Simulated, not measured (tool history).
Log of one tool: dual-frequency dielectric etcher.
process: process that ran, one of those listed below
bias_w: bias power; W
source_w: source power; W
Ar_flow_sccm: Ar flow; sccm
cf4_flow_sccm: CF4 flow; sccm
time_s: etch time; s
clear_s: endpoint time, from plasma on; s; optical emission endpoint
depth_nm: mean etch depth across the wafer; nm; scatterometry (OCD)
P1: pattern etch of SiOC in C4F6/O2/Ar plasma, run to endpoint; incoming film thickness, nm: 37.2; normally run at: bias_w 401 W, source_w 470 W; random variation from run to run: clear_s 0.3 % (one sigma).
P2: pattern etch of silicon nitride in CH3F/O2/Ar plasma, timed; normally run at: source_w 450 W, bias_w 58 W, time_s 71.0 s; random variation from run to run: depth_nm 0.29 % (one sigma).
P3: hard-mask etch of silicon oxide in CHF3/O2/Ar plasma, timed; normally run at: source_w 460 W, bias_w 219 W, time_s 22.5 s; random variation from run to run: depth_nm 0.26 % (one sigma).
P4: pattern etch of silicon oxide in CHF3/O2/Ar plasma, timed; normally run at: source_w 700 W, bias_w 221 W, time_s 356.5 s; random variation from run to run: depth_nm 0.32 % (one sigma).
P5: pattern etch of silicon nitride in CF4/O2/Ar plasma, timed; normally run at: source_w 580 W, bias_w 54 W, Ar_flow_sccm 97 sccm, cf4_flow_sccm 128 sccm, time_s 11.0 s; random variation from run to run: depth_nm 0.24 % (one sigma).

run 1 day=0.296 | process=P1 bias_w=401 source_w=470 | clear_s=12.699
run 2 day=0.725 | process=P5 bias_w=54 source_w=580 Ar_flow_sccm=97 cf4_flow_sccm=128 time_s=7.5 | depth_nm=17.327
run 3 day=0.979 | process=P5 bias_w=38 source_w=580 Ar_flow_sccm=97 cf4_flow_sccm=128 time_s=11.0 | depth_nm=22.446
run 4 day=1.212 | process=P1 bias_w=401 source_w=470 | clear_s=12.685
run 5 day=1.662 | process=P3 bias_w=219 source_w=460 time_s=22.5 | depth_nm=42.296
run 6 day=2.167 | process=P5 bias_w=54 source_w=580 Ar_flow_sccm=97 cf4_flow_sccm=173 time_s=11.0 | depth_nm=26.120
run 7 day=2.462 | process=P4 bias_w=221 source_w=700 time_s=356.5 | depth_nm=783.080
run 8 day=2.804 | process=P5 bias_w=54 source_w=580 Ar_flow_sccm=97 cf4_flow_sccm=128 time_s=11.0 | depth_nm=25.286
run 9 day=3.046 | process=P3 bias_w=219 source_w=620 time_s=22.5 | depth_nm=47.258
run 10 day=3.392 | process=P1 bias_w=401 source_w=470 | clear_s=12.671
run 11 day=3.808 | process=P1 bias_w=401 source_w=310 | clear_s=14.813
run 12 day=4.062 | process=P3 bias_w=219 source_w=460 time_s=22.5 | depth_nm=41.997
-- day=4.492 source power generator calibrated
run 13 day=4.550 | process=P2 bias_w=58 source_w=300 time_s=71.0 | depth_nm=40.798
run 14 day=4.821 | process=P2 bias_w=58 source_w=450 time_s=71.0 | depth_nm=47.677
run 15 day=5.075 | process=P3 bias_w=152 source_w=460 time_s=22.5 | depth_nm=37.142
run 16 day=5.333 | process=P4 bias_w=221 source_w=700 time_s=196.0 | depth_nm=431.850
run 17 day=5.833 | process=P2 bias_w=58 source_w=450 time_s=104.5 | depth_nm=70.187
run 18 day=6.088 | process=P2 bias_w=81 source_w=450 time_s=71.0 | depth_nm=53.690
run 19 day=6.533 | process=P2 bias_w=58 source_w=450 time_s=71.0 | depth_nm=47.764
run 20 day=6.962 | process=P1 bias_w=242 source_w=470 | clear_s=15.067
run 21 day=7.225 | process=P1 bias_w=284 source_w=370 | clear_s=15.631
run 22 day=7.467 | process=P1 bias_w=401 source_w=650 | clear_s=11.205
run 23 day=7.838 | process=P5 bias_w=54 source_w=780 Ar_flow_sccm=97 cf4_flow_sccm=128 time_s=11.0 | depth_nm=32.906
run 24 day=8.183 | process=P1 bias_w=516 source_w=470 | clear_s=11.539

Run 25 comes next. What will it give?
run 25 day=8.479 | process=P5 bias_w=54 source_w=580 Ar_flow_sccm=72 cf4_flow_sccm=128 time_s=11.0 | depth_nm=?

Run 25 gave depth_nm 26.157 nm.
